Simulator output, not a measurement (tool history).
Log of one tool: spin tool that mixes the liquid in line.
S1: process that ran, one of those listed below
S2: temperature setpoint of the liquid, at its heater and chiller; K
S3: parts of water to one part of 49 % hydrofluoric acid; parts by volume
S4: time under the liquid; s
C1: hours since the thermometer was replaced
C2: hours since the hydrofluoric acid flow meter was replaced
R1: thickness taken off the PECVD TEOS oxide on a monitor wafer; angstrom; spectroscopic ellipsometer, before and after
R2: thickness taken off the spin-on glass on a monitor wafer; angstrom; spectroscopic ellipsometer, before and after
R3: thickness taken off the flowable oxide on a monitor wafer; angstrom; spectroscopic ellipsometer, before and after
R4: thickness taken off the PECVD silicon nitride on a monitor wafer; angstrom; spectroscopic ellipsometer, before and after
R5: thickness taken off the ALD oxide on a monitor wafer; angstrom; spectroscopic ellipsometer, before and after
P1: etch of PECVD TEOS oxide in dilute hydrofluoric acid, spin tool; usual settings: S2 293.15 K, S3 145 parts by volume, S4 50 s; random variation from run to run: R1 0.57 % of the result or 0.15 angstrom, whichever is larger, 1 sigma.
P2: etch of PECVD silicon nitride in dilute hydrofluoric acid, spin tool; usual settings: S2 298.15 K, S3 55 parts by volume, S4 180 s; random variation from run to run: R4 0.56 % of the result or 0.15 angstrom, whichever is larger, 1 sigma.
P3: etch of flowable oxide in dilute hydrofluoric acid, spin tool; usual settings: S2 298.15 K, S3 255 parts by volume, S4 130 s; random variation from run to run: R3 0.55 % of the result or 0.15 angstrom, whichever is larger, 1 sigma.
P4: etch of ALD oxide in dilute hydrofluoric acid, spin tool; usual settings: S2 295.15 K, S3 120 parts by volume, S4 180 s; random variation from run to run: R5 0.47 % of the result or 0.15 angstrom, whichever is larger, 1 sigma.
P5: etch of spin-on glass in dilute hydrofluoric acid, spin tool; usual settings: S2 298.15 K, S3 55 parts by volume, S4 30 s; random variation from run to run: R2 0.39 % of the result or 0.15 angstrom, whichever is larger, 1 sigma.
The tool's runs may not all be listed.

{"run": 1, "hour": 10.2, "S1": "P1", "S2": 293.15, "S3": 145, "S4": 50, "C1": 1666.9, "C2": 1388.2, "R1": 44.809}
{"run": 2, "hour": 19.9, "S1": "P5", "S2": 305.65, "S3": 55, "S4": 30, "C1": 1676.6, "C2": 1397.9, "R2": 294.26}
{"run": 3, "hour": 27.8, "S1": "P3", "S2": 305.15, "S3": 255, "S4": 130, "C1": 1684.5, "C2": 1405.8, "R3": 221.22}
{"run": 4, "hour": 34.6, "S1": "P1", "S2": 293.15, "S3": 95, "S4": 90, "C1": 1691.3, "C2": 1412.6, "R1": 129.54}
{"run": 5, "hour": 43.4, "S1": "P3", "S2": 298.15, "S3": 255, "S4": 240, "C1": 1700.1, "C2": 1421.4, "R3": 321.06}
{"run": 6, "hour": 50.7, "S1": "P1", "S2": 293.15, "S3": 240, "S4": 50, "C1": 1707.4, "C2": 1428.7, "R1": 24.079}
{"run": 7, "hour": 57.1, "S1": "P1", "S2": 293.15, "S3": 145, "S4": 75, "C1": 1713.8, "C2": 1435.1, "R1": 66.793}
{"run": 8, "hour": 67.2, "S1": "P1", "S2": 298.65, "S3": 145, "S4": 50, "C1": 1723.9, "C2": 1445.2, "R1": 55.581}
{"run": 9, "hour": 78.3, "S1": "P2", "S2": 298.15, "S3": 20, "S4": 180, "C1": 1735.0, "C2": 1456.3, "R4": 524.0}
{"run": 10, "hour": 89.7, "S1": "P1", "S2": 293.15, "S3": 145, "S4": 50, "C1": 1746.4, "C2": 1467.7, "R1": 43.832}
{"run": 11, "hour": 97.0, "S1": "P2", "S2": 298.15, "S3": 55, "S4": 25, "C1": 1753.7, "C2": 1475.0, "R4": 27.443}
{"run": 12, "hour": 103.6, "S1": "P2", "S2": 298.15, "S3": 55, "S4": 180, "C1": 1760.3, "C2": 1481.6, "R4": 197.55}
{"run": 13, "hour": 114.8, "S1": "P3", "S2": 298.15, "S3": 75, "S4": 130, "C1": 1771.5, "C2": 1492.8, "R3": 730.35}
{"run": 14, "hour": 124.4, "S1": "P4", "S2": 290.15, "S3": 120, "S4": 180, "C1": 1781.1, "C2": 1502.4, "R5": 155.61}
{"hour": 128.3, "done": "thermometer replaced"}
{"run": 15, "hour": 135.6, "S1": "P2", "S2": 298.15, "S3": 55, "S4": 180, "C1": 7.3, "C2": 1513.6, "R4": 196.05}
{"run": 16, "hour": 146.7, "S1": "P5", "S2": 298.15, "S3": 55, "S4": 30, "C1": 18.4, "C2": 1524.7, "R2": 218.71}
{"run": 17, "hour": 155.2, "S1": "P4", "S2": 295.15, "S3": 55, "S4": 180, "C1": 26.9, "C2": 1533.2, "R5": 444.58}
{"run": 18, "hour": 164.2, "S1": "P4", "S2": 295.15, "S3": 120, "S4": 345, "C1": 35.9, "C2": 1542.2, "R5": 367.04}
{"run": 19, "hour": 175.5, "S1": "P5", "S2": 298.15, "S3": 55, "S4": 30, "C1": 47.2, "C2": 1553.5, "R2": 218.25}
{"run": 20, "hour": 184.8, "S1": "P1", "S2": 293.15, "S3": 145, "S4": 50, "C1": 56.5, "C2": 1562.8, "R1": 44.154}
{"run": 21, "hour": 191.4, "S1": "P4", "S2": 295.15, "S3": 120, "S4": 180, "C1": 63.1, "C2": 1569.4, "R5": 190.44}
{"run": 22, "hour": 200.4, "S1": "P1", "S2": 293.15, "S3": 45, "S4": 50, "C1": 72.1, "C2": 1578.4, "R1": 160.4}
{"run": 23, "hour": 206.1, "S1": "P1", "S2": 293.15, "S3": 145, "S4": 15, "C1": 77.8, "C2": 1584.1, "R1": 13.493}
{"run": 24, "hour": 211.9, "S1": "P1", "S2": 290.15, "S3": 145, "S4": 50, "C1": 83.6, "C2": 1589.9, "R1": 39.424}
{"run": 25, "hour": 222.6, "S1": "P3", "S2": 298.15, "S3": 255, "S4": 130, "C1": 94.3, "C2": 1600.6, "R3": 173.83}
{"run": 26, "hour": 228.5, "S1": "P1", "S2": 293.15, "S3": 145, "S4": 50, "C1": 100.2, "C2": 1606.5, "R1": 44.223}
{"run": 27, "hour": 240.5, "S1": "P1", "S2": 293.15, "S3": 145, "S4": 50, "C1": 112.2, "C2": 1618.5, "R1": 44.622}
{"run": 28, "hour": 246.6, "S1": "P3", "S2": 298.15, "S3": 255, "S4": 130, "C1": 118.3, "C2": 1624.6, "R3": 172.7}
{"run": 29, "hour": 252.7, "S1": "P1", "S2": 293.15, "S3": 190, "S4": 25, "C1": 124.4, "C2": 1630.7, "R1": 16.252}

Forecast run 30:
{"run": 30, "hour": 264.1, "S1": "P2", "S2": 290.15, "S3": 55, "S4": 180, "C1": 135.8, "C2": 1642.1, "R4": "?"}

R4: 113.420 angstrom
